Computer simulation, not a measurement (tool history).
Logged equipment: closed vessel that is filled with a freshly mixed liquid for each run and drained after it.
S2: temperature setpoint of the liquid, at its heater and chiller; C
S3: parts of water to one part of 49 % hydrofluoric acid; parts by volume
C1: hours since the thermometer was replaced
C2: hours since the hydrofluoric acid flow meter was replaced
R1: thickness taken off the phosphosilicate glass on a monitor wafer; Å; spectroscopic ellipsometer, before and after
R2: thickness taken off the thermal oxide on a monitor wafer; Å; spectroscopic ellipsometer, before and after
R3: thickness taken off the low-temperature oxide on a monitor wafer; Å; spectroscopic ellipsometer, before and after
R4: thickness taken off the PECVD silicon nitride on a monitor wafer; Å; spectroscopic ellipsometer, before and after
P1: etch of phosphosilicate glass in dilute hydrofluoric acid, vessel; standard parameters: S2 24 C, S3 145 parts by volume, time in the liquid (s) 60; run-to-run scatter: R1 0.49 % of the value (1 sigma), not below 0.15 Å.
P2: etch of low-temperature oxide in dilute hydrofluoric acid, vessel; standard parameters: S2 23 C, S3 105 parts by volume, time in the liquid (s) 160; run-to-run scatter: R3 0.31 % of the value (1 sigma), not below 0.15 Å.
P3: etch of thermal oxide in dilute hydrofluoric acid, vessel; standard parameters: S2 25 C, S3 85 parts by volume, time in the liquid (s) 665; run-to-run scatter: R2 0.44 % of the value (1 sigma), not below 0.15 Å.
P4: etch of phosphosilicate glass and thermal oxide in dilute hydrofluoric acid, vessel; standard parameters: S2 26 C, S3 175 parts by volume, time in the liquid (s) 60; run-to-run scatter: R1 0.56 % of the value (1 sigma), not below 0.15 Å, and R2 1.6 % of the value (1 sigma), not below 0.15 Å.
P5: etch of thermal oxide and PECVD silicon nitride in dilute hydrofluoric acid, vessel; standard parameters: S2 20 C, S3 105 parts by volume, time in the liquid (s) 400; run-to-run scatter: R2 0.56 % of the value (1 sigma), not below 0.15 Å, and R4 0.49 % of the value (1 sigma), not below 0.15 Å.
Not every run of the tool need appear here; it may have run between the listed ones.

run 1 hour=12.2 | process_that_ran=P1 S2=24 S3=145 time_in_the_liquid_(s)=60 | C1=1106 C2=271.4 | R1=431.72
run 2 hour=18.6 | process_that_ran=P3 S2=31 S3=85 time_in_the_liquid_(s)=665 | C1=1112.4 C2=277.8 | R2=482.88
run 3 hour=29.7 | process_that_ran=P1 S2=24 S3=145 time_in_the_liquid_(s)=30 | C1=1123.5 C2=288.9 | R1=218.85
run 4 hour=39.2 | process_that_ran=P1 S2=24 S3=220 time_in_the_liquid_(s)=60 | C1=1133 C2=298.4 | R1=264.53
run 5 hour=45.5 | process_that_ran=P1 S2=24 S3=145 time_in_the_liquid_(s)=60 | C1=1139.3 C2=304.7 | R1=439.32
run 6 hour=56.3 | process_that_ran=P3 S2=25 S3=85 time_in_the_liquid_(s)=1070 | C1=1150.1 C2=315.5 | R2=620.21
run 7 hour=68.3 | process_that_ran=P2 S2=23 S3=105 time_in_the_liquid_(s)=160 | C1=1162.1 C2=327.5 | R3=488.83
run 8 hour=74.4 | process_that_ran=P1 S2=24 S3=35 time_in_the_liquid_(s)=60 | C1=1168.2 C2=333.6 | R1=2073.2
run 9 hour=80.1 | process_that_ran=P1 S2=17 S3=145 time_in_the_liquid_(s)=85 | C1=1173.9 C2=339.3 | R1=466.91
run 10 hour=87.5 | process_that_ran=P1 S2=24 S3=145 time_in_the_liquid_(s)=60 | C1=1181.3 C2=346.7 | R1=434.64
run 11 hour=98.2 | process_that_ran=P3 S2=25 S3=115 time_in_the_liquid_(s)=665 | C1=1192 C2=357.4 | R2=272.56
run 12 hour=105.5 | process_that_ran=P1 S2=18 S3=145 time_in_the_liquid_(s)=30 | C1=1199.3 C2=364.7 | R1=171.07
run 13 hour=116.6 | process_that_ran=P5 S2=20 S3=105 time_in_the_liquid_(s)=400 | C1=1210.4 C2=375.8 | R2=148.67 R4=127.58
run 14 hour=122 | process_that_ran=P5 S2=20 S3=160 time_in_the_liquid_(s)=400 | C1=1215.8 C2=381.2 | R2=92.429 R4=84.113
run 15 hour=134 | process_that_ran=P1 S2=31 S3=210 time_in_the_liquid_(s)=60 | C1=1227.8 C2=393.2 | R1=360.17
run 16 hour=146.4 | process_that_ran=P4 S2=26 S3=270 time_in_the_liquid_(s)=60 | C1=1240.2 C2=405.6 | R1=189.85 R2=9.2957
run 17 hour=154.5 | process_that_ran=P1 S2=24 S3=145 time_in_the_liquid_(s)=60 | C1=1248.3 C2=413.7 | R1=436
run 18 hour=164.1 | process_that_ran=P3 S2=25 S3=85 time_in_the_liquid_(s)=665 | C1=1257.9 C2=423.3 | R2=384.8
run 19 hour=169.9 | process_that_ran=P1 S2=24 S3=145 time_in_the_liquid_(s)=60 | C1=1263.7 C2=429.1 | R1=435.06
run 20 hour=182.1 | process_that_ran=P1 S2=19.5 S3=145 time_in_the_liquid_(s)=60 | C1=1275.9 C2=441.3 | R1=361.45
run 21 hour=193.1 | process_that_ran=P5 S2=20 S3=105 time_in_the_liquid_(s)=400 | C1=1286.9 C2=452.3 | R2=150.29 R4=126.44
run 22 hour=200 | process_that_ran=P3 S2=25 S3=85 time_in_the_liquid_(s)=665 | C1=1293.8 C2=459.2 | R2=384.48
run 23 hour=207.6 | process_that_ran=P2 S2=23 S3=65 time_in_the_liquid_(s)=160 | C1=1301.4 C2=466.8 | R3=830.31
run 24 hour=219.5 | process_that_ran=P2 S2=17 S3=105 time_in_the_liquid_(s)=160 | C1=1313.3 C2=478.7 | R3=381.12
-- hour=229.8 hydrofluoric acid flow meter replaced
run 25 hour=230.7 | process_that_ran=P1 S2=29.5 S3=145 time_in_the_liquid_(s)=60 | C1=1324.5 C2=1 | R1=534.36
run 26 hour=236.6 | process_that_ran=P4 S2=26 S3=175 time_in_the_liquid_(s)=30 | C1=1330.4 C2=6.9 | R1=161.15 R2=7.643
run 27 hour=244.2 | process_that_ran=P5 S2=26.5 S3=105 time_in_the_liquid_(s)=400 | C1=1338 C2=14.5 | R2=193.52 R4=196.02
run 28 hour=253.9 | process_that_ran=P1 S2=24 S3=145 time_in_the_liquid_(s)=100 | C1=1347.7 C2=24.2 | R1=729.07

Expected results for the next run?
run 29 hour=263.5 | process_that_ran=P2 S2=23 S3=105 time_in_the_liquid_(s)=30 | C1=1357.3 C2=33.8 | R3=?

{"run 29": {"R3": 92.12}}
